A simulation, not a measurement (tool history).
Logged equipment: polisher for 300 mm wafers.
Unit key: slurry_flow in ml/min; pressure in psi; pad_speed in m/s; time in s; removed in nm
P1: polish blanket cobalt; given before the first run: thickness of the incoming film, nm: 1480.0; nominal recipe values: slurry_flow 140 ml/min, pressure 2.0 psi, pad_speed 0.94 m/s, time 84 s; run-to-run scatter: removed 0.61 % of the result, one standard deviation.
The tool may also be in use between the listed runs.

run    day  slurry_flow  pressure  pad_speed  time  wafers polished on this pad  hours since the slurry nozzle was cleaned  hours since the head pressure was calibrated  removed
  1  0.175          140       2.0       0.94    84                          270                                       52.0                                         381.5   404.91
  2  0.267          140       2.0       0.94    84                          283                                       54.2                                         383.7   405.60
  3  0.354           85       2.0       0.94    84                          296                                       56.3                                         385.8   359.31
  4  0.471          140       2.0       1.24    84                          313                                       59.1                                         388.6   531.86
  5  0.638          140       2.9       0.94    84                          337                                       63.1                                         392.6   593.00
  6  0.738          140       2.0       0.94    84                          351                                       65.5                                         395.0   410.40
  7  0.825          140       2.0       1.22   112                          364                                       67.6                                         397.1   701.63
  8  0.917          140       2.0       0.94    84                          377                                       69.8                                         399.3   407.01
  9  1.062          140       0.9       0.94    84                          399                                       73.3                                         402.8   184.58
 10  1.221          220       2.0       0.94    84                          422                                       77.1                                         406.6   434.70
 11  1.358          140       2.0       0.94   122                          442                                       80.4                                         409.9   594.17
 12  1.517          140       2.0       0.94    51                          465                                       84.2                                         413.7   248.03
 13  1.612          140       2.0       0.70    84                          478                                       86.5                                         416.0   303.21
 14  1.742          140       2.0       0.94    84                          497                                       89.6                                         419.1   405.26
 15  1.867          140       2.0       0.94    84                          515                                       92.6                                         422.1   390.33
 16  1.967          140       2.0       0.94    84                          530                                       95.0                                         424.5   382.99
 17  2.129          140       2.0       0.94    84                          553                                       98.9                                         428.4   379.58
     2.192  -- worn pad replaced by a new one
 18  2.258          140       2.0       0.94    84                           10                                      102.0                                         431.5   380.01

Predict the results of run 19:
 19  2.367          140       2.0       0.94    84                           25                                      104.6                                         434.1        ?

Run 19 gave removed 373.64 nm.
